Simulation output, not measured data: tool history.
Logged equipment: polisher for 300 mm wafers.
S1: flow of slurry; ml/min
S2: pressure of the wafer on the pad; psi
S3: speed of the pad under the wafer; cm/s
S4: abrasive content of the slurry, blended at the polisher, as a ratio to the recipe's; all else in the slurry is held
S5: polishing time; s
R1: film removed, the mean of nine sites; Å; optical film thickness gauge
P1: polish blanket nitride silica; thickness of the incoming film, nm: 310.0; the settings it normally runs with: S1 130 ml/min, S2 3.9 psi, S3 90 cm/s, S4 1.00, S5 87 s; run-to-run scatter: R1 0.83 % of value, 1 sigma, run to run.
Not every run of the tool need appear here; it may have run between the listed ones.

run  hour   S1   S2   S3    S4   S5       R1
  1   2.4  130  3.9   90  1.00   87   652.65
  2   5.8  130  3.9   90  0.55   87   479.36
  3  10.1  130  3.9   90  1.00   87   657.13
  4  13.2  130  3.9   40  1.00   87   339.31
  5  15.6  175  3.9   90  1.00   87   685.54
  6  20.0  130  3.9   90  1.00   87   650.03
  7  24.4  130  3.9   90  1.00   87   657.90
  8  27.7  130  3.9   90  1.25   87   709.68
  9  30.4  130  3.9   90  1.00   87   644.76
 10  33.5  130  3.9   90  1.00  132   992.52
 11  37.0  130  6.2   90  1.00   87  1017.00
 12  39.9  130  2.0   90  1.00   87   334.41
 13  43.1  130  3.9   90  1.00   40   298.34
 14  45.2  130  3.9   90  1.00   87   655.07
 15  48.2  130  4.9   90  1.00   41   385.98
 16  51.5  130  3.9  142  1.00   87   927.33
 17  54.0   80  3.9   90  1.00   87   577.54
 18  57.9  130  3.9   90  1.00   87   647.07

Run 19 has not been measured yet. What should we expect?
 19  62.0  130  3.9  90  1.00  87   ?

Run 19 measured R1 619.55 Å.
